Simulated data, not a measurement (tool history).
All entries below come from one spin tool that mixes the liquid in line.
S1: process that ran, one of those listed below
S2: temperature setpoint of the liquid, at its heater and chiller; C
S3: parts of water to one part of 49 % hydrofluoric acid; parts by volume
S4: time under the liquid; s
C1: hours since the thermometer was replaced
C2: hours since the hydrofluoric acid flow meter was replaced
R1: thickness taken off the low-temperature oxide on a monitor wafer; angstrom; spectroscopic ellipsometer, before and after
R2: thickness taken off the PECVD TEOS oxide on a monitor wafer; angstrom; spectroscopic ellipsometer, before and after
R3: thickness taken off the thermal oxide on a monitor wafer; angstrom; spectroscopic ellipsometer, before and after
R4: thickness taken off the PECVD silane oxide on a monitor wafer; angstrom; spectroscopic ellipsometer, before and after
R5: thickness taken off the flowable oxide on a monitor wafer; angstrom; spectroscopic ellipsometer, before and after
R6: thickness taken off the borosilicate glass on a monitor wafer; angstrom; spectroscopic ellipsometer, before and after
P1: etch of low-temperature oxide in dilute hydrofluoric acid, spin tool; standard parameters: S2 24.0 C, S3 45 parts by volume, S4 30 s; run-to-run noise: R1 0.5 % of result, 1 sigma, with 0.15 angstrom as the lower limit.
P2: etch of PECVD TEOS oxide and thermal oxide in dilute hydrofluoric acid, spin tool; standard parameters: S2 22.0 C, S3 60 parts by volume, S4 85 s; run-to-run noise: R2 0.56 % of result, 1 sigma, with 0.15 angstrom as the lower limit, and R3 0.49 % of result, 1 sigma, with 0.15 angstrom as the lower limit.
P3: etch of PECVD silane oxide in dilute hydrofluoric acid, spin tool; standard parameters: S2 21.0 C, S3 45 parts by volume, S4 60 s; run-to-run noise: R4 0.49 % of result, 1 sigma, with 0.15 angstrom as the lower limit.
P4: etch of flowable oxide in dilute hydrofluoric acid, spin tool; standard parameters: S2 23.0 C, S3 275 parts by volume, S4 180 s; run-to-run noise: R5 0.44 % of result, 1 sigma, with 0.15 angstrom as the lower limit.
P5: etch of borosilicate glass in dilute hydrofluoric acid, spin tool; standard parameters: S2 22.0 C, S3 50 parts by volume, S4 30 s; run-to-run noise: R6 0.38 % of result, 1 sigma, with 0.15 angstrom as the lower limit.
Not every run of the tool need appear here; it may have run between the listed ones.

run,hour,S1,S2,S3,S4,C1,C2,R1,R2,R3,R4,R5,R6
1,14.8,P1,24.0,45,30,214.0,303.3,110.830,,,,,
2,27.0,P2,27.5,60,85,226.2,315.5,,234.51,82.172,,,
3,36.8,P2,22.0,60,85,236.0,325.3,,186.97,65.384,,,
4,44.7,P3,28.5,45,60,243.9,333.2,,,,459.41,,
5,53.4,P1,18.5,45,30,252.6,341.9,87.496,,,,,
6,64.3,P1,24.0,45,15,263.5,352.8,55.290,,,,,
7,72.3,P4,31.0,275,180,271.5,360.8,,,,,358.670,
8,84.5,P3,21.0,45,90,283.7,373.0,,,,504.19,,
9,96.2,P3,21.0,45,60,295.4,384.7,,,,337.55,,
10,103.9,P1,31.5,45,30,303.1,392.4,149.210,,,,,
11,115.3,P4,23.0,415,180,314.5,403.8,,,,,160.820,
12,122.4,P1,24.0,45,30,321.6,410.9,110.150,,,,,
13,132.5,P1,24.0,45,30,331.7,421.0,110.280,,,,,
14,147.3,P1,24.0,45,50,346.5,435.8,184.350,,,,,
15,157.1,P2,22.0,105,85,356.3,445.6,,100.95,36.049,,,
16,172.7,P5,22.0,50,30,371.9,461.2,,,,,,209.76
17,184.1,P3,21.0,20,60,383.3,472.6,,,,784.59,,
18,196.6,P2,22.0,60,40,395.8,485.1,,87.18,30.912,,,
19,204.0,P4,23.0,275,180,403.2,492.5,,,,,275.140,
20,217.6,P1,19.0,45,45,416.8,506.1,133.670,,,,,
21,233.2,P5,30.0,50,30,432.4,521.7,,,,,,292.24
22,246.5,P5,22.0,50,15,445.7,535.0,,,,,,104.73
23,254.4,P1,24.0,45,30,453.6,542.9,111.040,,,,,
24,266.7,P1,24.0,25,30,465.9,555.2,202.410,,,,,
25,274.0,P5,22.0,50,30,473.2,562.5,,,,,,210.51
26,282.2,P5,22.0,80,30,481.4,570.7,,,,,,126.38
27,289.8,P4,23.0,275,30,489.0,578.3,,,,,45.687,
28,302.7,P1,24.0,45,30,501.9,591.2,109.920,,,,,
29,318.5,P1,24.0,75,30,517.7,607.0,63.504,,,,,
30,331.0,P1,24.0,45,30,530.2,619.5,109.590,,,,,
31,344.7,P1,24.0,45,30,543.9,633.2,110.020,,,,,
32,353.2,P1,24.0,45,30,552.4,641.7,107.260,,,,,
33,360.8,P1,24.0,45,30,560.0,649.3,105.650,,,,,
34,374.6,P1,24.0,45,30,573.8,663.1,103.690,,,,,
35,387.6,P1,24.0,45,30,586.8,676.1,102.130,,,,,
36,397.7,P1,24.0,45,30,596.9,686.2,101.560,,,,,
37,411.5,P1,24.0,45,30,610.7,700.0,100.220,,,,,
38,421.7,P1,24.0,45,30,620.9,710.2,100.800,,,,,
39,435.4,P1,24.0,45,30,634.6,723.9,99.513,,,,,
40,443.6,P1,24.0,45,30,642.8,732.1,98.830,,,,,
41,458.3,P1,24.0,45,30,657.5,746.8,100.300,,,,,
42,467.8,P1,24.0,45,30,667.0,756.3,100.050,,,,,

The output of P1 has drifted from where it used to be. Each of the 2 causes below, taken at the size shown beside it, accounts for the log equally well:
A: hydrofluoric acid flow below the setpoint (%) = 8.93
B: liquid colder than its thermometer reads (K) = 2.39
The drift started at roughly hour 344.7.

Consider the 4 single-wafer check runs listed below, results given as question marks: which one distinguishes between the causes by giving clearly different results for each?
check 1,477.3,P5,29.5,50,15,,,,,,,,?
check 2,477.3,P4,30.0,275,85,,,,,,,?,
check 3,477.3,P2,27.0,90,85,,,,?,?,,,
check 4,477.3,P3,26.0,20,60,,,,,,?,,

If the cause were each of the candidates in turn, the checks would give the following:
check,result,if A,if B
check 1,R6,128.93,129.69
check 2,R5,145.580,152.140
check 3,R2,132.06,133.58
check 3,R3,46.642,47.180
check 4,R4,879.33,875.81
Per-check spread between the two closest causes, in the result where they differ most: check 1 0.58 %; check 2 4.41 %; check 3 1.15 %; check 4 0.4 %
The other checks would show nearly matching results whichever cause is true, so check 2 is the only one that separates the causes.

The results of check 2 are: R5 145.340 angstrom. Based on these, which of the listed causes is it?

It is A: hydrofluoric acid flow below the setpoint (%).
